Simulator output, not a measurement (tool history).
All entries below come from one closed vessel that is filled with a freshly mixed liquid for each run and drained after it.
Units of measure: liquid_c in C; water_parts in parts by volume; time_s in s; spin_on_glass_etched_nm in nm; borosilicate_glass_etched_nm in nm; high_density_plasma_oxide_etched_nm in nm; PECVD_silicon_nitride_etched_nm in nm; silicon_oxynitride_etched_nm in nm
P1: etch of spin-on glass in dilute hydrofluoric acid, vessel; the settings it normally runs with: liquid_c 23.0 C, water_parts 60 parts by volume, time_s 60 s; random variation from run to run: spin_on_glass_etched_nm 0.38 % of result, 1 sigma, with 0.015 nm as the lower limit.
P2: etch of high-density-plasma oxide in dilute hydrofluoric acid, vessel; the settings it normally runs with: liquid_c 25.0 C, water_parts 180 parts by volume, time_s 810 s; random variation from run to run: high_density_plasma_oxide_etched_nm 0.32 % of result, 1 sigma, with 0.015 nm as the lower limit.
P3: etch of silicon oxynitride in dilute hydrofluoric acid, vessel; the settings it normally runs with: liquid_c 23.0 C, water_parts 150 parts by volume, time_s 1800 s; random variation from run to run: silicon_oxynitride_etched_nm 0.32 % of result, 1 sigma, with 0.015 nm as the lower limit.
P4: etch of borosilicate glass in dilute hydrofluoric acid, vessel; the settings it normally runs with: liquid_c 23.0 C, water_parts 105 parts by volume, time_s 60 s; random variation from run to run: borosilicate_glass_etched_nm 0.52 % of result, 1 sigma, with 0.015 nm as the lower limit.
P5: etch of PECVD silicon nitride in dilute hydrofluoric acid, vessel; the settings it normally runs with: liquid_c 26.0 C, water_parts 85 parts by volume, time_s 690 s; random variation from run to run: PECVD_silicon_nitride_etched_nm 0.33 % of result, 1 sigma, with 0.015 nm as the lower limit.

run   hour  process  liquid_c  water_parts  time_s  hours since the thermometer was replaced  hours since the hydrofluoric acid flow meter was replaced  spin_on_glass_etched_nm  borosilicate_glass_etched_nm  high_density_plasma_oxide_etched_nm  PECVD_silicon_nitride_etched_nm  silicon_oxynitride_etched_nm
  1    8.6       P1      23.0           60      60                                     564.1                                                      802.2                   22.742
  2   18.6       P4      17.0          105      60                                     574.1                                                      812.2                                                 10.672
  3   26.3       P1      23.0           25      30                                     581.8                                                      819.9                   28.487
  4   37.3       P2      25.0          180    1320                                     592.8                                                      830.9                                                                                      51.735
  5   46.4       P1      17.5           60      60                                     601.9                                                      840.0                   17.965
  6   56.1       P2      25.0          180     810                                     611.6                                                      849.7                                                                                      31.937
  7   64.3       P5      33.0           85     690                                     619.8                                                      857.9                                                                                                                      24.1530
  8   71.2       P5      26.0           85     140                                     626.7                                                      864.8                                                                                                                       3.1694
  9   77.8       P1      23.0           60      60                                     633.3                                                      871.4                   22.798
 10   88.8       P2      31.0          180     810                                     644.3                                                      882.4                                                                                      39.368
 11   94.3       P1      23.0           60      60                                     649.8                                                      887.9                   22.795
 12   99.7       P1      23.0           30      60                                     655.2                                                      893.3                   47.574
 13  109.2       P1      23.0           60      60                                     664.7                                                      902.8                   22.660
 14  115.8       P3      23.0          150      30                                     671.3                                                      909.4                                                                                                                                                    0.25656
 15  121.3       P1      19.5           85      60                                     676.8                                                      914.9                   13.522
 16  131.8       P1      23.0           85      60                                     687.3                                                      925.4                   15.477
 17  141.5       P5      26.0          150     690                                     697.0                                                      935.1                                                                                                                       8.8378
 18  148.1       P3      23.0          150    1800                                     703.6                                                      941.7                                                                                                                                                   15.69100
 19  159.1       P5      26.0           85     690                                     714.6                                                      952.7                                                                                                                      15.4400
 20  164.0       P1      23.0           60      60                                     719.5                                                      957.6                   22.514
 21  172.9       P3      31.5          150    1800                                     728.4                                                      966.5                                                                                                                                                   22.97800
 22  179.9       P2      25.0           50     810                                     735.4                                                      973.5                                                                                     134.580
 23  190.5       P3      23.0          275    1800                                     746.0                                                      984.1                                                                                                                                                    7.84230
 24  200.0       P4      23.0          105      60                                     755.5                                                      993.6                                                 13.722
     201.7  -- thermometer replaced
 25  206.8       P1      23.0           60      30                                       5.1                                                     1000.4                   11.291
 26  212.7       P1      23.0           60     115                                      11.0                                                     1006.3                   43.518
 27  218.0       P4      23.0          105     115                                      16.3                                                     1011.6                                                 26.321
 28  223.6       P1      29.5           60      60                                      21.9                                                     1017.2                   29.495
 29  232.3       P1      23.0           20      30                                      30.6                                                     1025.9                   35.820
 30  241.4       P4      23.0           30      60                                      39.7                                                     1035.0                                                 53.146
 31  246.5       P1      23.0           60      60                                      44.8                                                     1040.1                   22.736
 32  254.0       P1      23.0           60      60                                      52.3                                                     1047.6                   23.294
 33  259.2       P1      23.0           60      60                                      57.5                                                     1052.8                   23.606
 34  268.6       P1      23.0           60      60                                      66.9                                                     1062.2                   23.828
 35  276.4       P1      23.0           60      60                                      74.7                                                     1070.0                   24.167
 36  287.4       P1      23.0           60      60                                      85.7                                                     1081.0                   24.045
 37  295.2       P1      23.0           60      60                                      93.5                                                     1088.8                   24.283
 38  306.4       P1      23.0           60      60                                     104.7                                                     1100.0                   24.283
 39  314.4       P1      23.0           60      60                                     112.7                                                     1108.0                   24.450

P1 no longer gives what it gave before; its output has crept away from where it was. The following 2 causes, each at its listed size, fit the log equally well:
A: hydrofluoric acid flow above the setpoint (%) = 6.79
B: liquid hotter than its thermometer reads (K) = 1.73
At approximately hour 246.5, the process output began to creep.

Of the 4 check runs listed below, each run on one wafer and each result written as a question mark, which would let you distinguish the listed causes because they would give clearly different results?
check 1  322.4       P4      23.0           35      60                                                                                                                                                           ?
check 2  322.4       P3      23.0          265     140                                                                                                                                                                                                                                                               ?
check 3  322.4       P2      25.0           60     810                                                                                                                                                                                                ?
check 4  322.4       P5      26.0           85     195                                                                                                                                                                                                                                 ?

If the cause were each of the candidates in turn, the checks would give the following:
  check                               result     if A     if B
check 1         borosilicate_glass_etched_nm   48.229   48.393
check 2         silicon_oxynitride_etched_nm  0.68921  0.68743
check 3  high_density_plasma_oxide_etched_nm  118.650  118.510
check 4      PECVD_silicon_nitride_etched_nm   4.6793   4.9053
Per-check spread between the two closest causes, in the result where they differ most: check 1 0.34 %; check 2 0.26 %; check 3 0.12 %; check 4 4.72 %
Check 4 tells the causes apart: in the others they would give nearly the same result.

After running check 4, the following was obtained: PECVD_silicon_nitride_etched_nm 4.8776 nm. Which cause does this point to?

The cause is B: liquid hotter than its thermometer reads (K).

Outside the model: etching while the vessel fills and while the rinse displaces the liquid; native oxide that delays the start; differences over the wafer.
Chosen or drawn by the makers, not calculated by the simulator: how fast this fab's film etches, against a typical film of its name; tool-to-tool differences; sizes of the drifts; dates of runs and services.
